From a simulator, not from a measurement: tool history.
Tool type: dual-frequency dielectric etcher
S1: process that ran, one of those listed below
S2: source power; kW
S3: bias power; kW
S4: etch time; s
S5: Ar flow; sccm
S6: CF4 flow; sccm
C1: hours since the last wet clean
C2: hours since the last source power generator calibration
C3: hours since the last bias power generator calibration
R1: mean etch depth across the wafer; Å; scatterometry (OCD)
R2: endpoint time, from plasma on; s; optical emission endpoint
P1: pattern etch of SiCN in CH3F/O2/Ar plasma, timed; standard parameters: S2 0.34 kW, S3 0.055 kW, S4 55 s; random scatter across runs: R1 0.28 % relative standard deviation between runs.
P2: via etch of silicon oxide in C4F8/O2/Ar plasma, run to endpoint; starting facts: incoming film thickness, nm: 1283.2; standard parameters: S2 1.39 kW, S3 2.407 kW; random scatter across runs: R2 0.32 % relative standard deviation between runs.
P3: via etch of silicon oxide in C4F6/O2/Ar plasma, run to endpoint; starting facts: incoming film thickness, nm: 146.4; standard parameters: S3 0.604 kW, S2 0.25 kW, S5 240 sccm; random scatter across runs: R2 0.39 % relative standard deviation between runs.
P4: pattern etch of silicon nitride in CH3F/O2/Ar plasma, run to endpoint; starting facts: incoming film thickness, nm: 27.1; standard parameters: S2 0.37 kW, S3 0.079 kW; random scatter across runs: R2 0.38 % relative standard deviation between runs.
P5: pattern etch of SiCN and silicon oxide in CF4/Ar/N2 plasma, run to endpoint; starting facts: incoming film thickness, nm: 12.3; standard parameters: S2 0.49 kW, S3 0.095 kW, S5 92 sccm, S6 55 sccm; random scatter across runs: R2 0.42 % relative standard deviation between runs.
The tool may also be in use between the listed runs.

run     day  S1    S2     S3    S4   S5  S6     C1      C2      C3      R1      R2
  1   0.654  P1  0.34  0.055    55           343.2  1971.3  1013.3  177.91
  2   1.396  P3  0.25  0.604        143        361  1989.1  1031.1          33.203
  3   1.833  P5  0.49  0.095        129  55  371.5  1999.6  1041.6           13.47
  4   2.575  P3  0.25  0.604        240      389.3  2017.4  1059.4          35.335
  5   3.167  P2  1.39  3.222                 403.5  2031.6  1073.6          259.33
  6   3.862  P2  1.39  2.407                 420.2  2048.3  1090.3          284.13
  7   4.475  P1  0.34  0.055    55           434.9    2063    1105  176.75
  8   5.121  P5  0.49  0.056         92  55  450.4  2078.5  1120.5          15.361
  9   5.683  P1  0.34  0.055    55           463.9    2092    1134  177.37
 10    6.45  P1  0.34  0.073    55           482.3  2110.4  1152.4  195.08
 11   7.071  P1  0.34  0.055    55           497.2  2125.3  1167.3  177.57
 12   7.562  P1  0.34  0.055    55             509  2137.1  1179.1  177.04
 13     8.1  P1  0.34  0.036  78.5           521.9    2150    1192  219.87
 14   8.633  P5  0.49  0.095         92  55  534.7  2162.8  1204.8          12.764
 15   9.196  P1   0.4  0.055    55           548.2  2176.3  1218.3  188.96
 16   9.642  P4  0.37  0.079                 558.9    2187    1229          38.229
 17  10.354  P1  0.34  0.055    55             576  2204.1  1246.1  177.02
 18  10.712  P5  0.49  0.095         92  70  584.6  2212.7  1254.7          12.451
 19  11.325  P1  0.23  0.055    55           599.3  2227.4  1269.4  153.21
 20  11.712  P4  0.37  0.111                 608.6  2236.7  1278.7          34.036
 21  12.371  P4  0.23  0.079                 624.4  2252.5  1294.5          46.203
 22  13.038  P1  0.34  0.046  73.5           640.4  2268.5  1310.5   224.9
 23  13.683  P3  0.25  0.756        240      655.9    2284    1326          32.212
 24   14.15  P5  0.35  0.095         92  55  667.1  2295.2  1337.2          17.079
 25  14.721  P1  0.42  0.055    73           680.8  2308.9  1350.9  255.93
 26  15.488  P3  0.25  0.604        240      699.2  2327.3  1369.3          34.904
 27  16.142  P2   1.9  2.407                 714.9    2343    1385          251.29
 28    16.6  P1  0.34  0.055    55           725.9    2354    1396  177.41
 29  17.121  P3  0.17  0.604        240      738.4  2366.5  1408.5          40.528
 30  17.829  P1  0.34  0.055  30.5           755.4  2383.5  1425.5  98.193
 31  18.442  P1  0.34  0.033    55           770.1  2398.2  1440.2  150.56
 32  19.188  P1  0.34  0.055  79.5             788  2416.1  1458.1   256.9
 33  19.821  P1  0.34  0.055    55           803.2  2431.3  1473.3  177.43
 34  20.183  P1  0.34  0.055    55           811.9    2440    1482  176.02
 35   20.55  P1  0.34  0.055    55           820.7  2448.8  1490.8  175.05
 36  21.283  P1  0.34  0.055    55           838.3  2466.4  1508.4  175.63
     21.408  -- wet clean of the chamber
 37  21.888  P1  0.34  0.055    55            11.5  2480.9  1522.9  174.73
 38  22.283  P1  0.34  0.055    55              21  2490.4  1532.4  174.44
 39  22.688  P1  0.34  0.055    55            30.7  2500.1  1542.1  174.92

Compared with where it was, what P1 gives has crept away. Each cause listed below fits the log as well as the rest, at the size given for it:
A: bias power that arrives under what is set, % = 4.84
B: source power that arrives under what is set, % = 4.26
The process output started creeping at around day 19.821.
Excluded causes, each with its reason:
chamber walls in a state that lowers the etch rate, %: serviced at day 21.408, which brought nothing back

The 4 check runs listed below each average the results of 2 wafers, and their outcomes are marked with question marks. Under which run would the listed causes produce clearly different results?
check 1  23.092  P5  0.49  0.057       92  70                   ?
check 2  23.092  P4  0.37  0.108                                ?
check 3  23.092  P3  0.21  0.693      240                       ?
check 4  23.092  P2  1.61  3.107                                ?

How each check would come out, cause by cause:
  check  result    if A    if B
check 1      R2  14.916  15.267
check 2      R2  34.895  34.812
check 3      R2  36.114  35.965
check 4      R2  251.21  251.51
Per-check spread between the two closest causes, in the result where they differ most: check 1 2.33 %; check 2 0.24 %; check 3 0.41 %; check 4 0.12 %
Of the check runs offered, only check 1 discriminates between the causes; the rest would read about the same regardless of which cause applies.

With check 1 done, the readings were: R2 14.935 s. Identify which of the listed causes applies.

It is A: bias power that arrives under what is set, %.
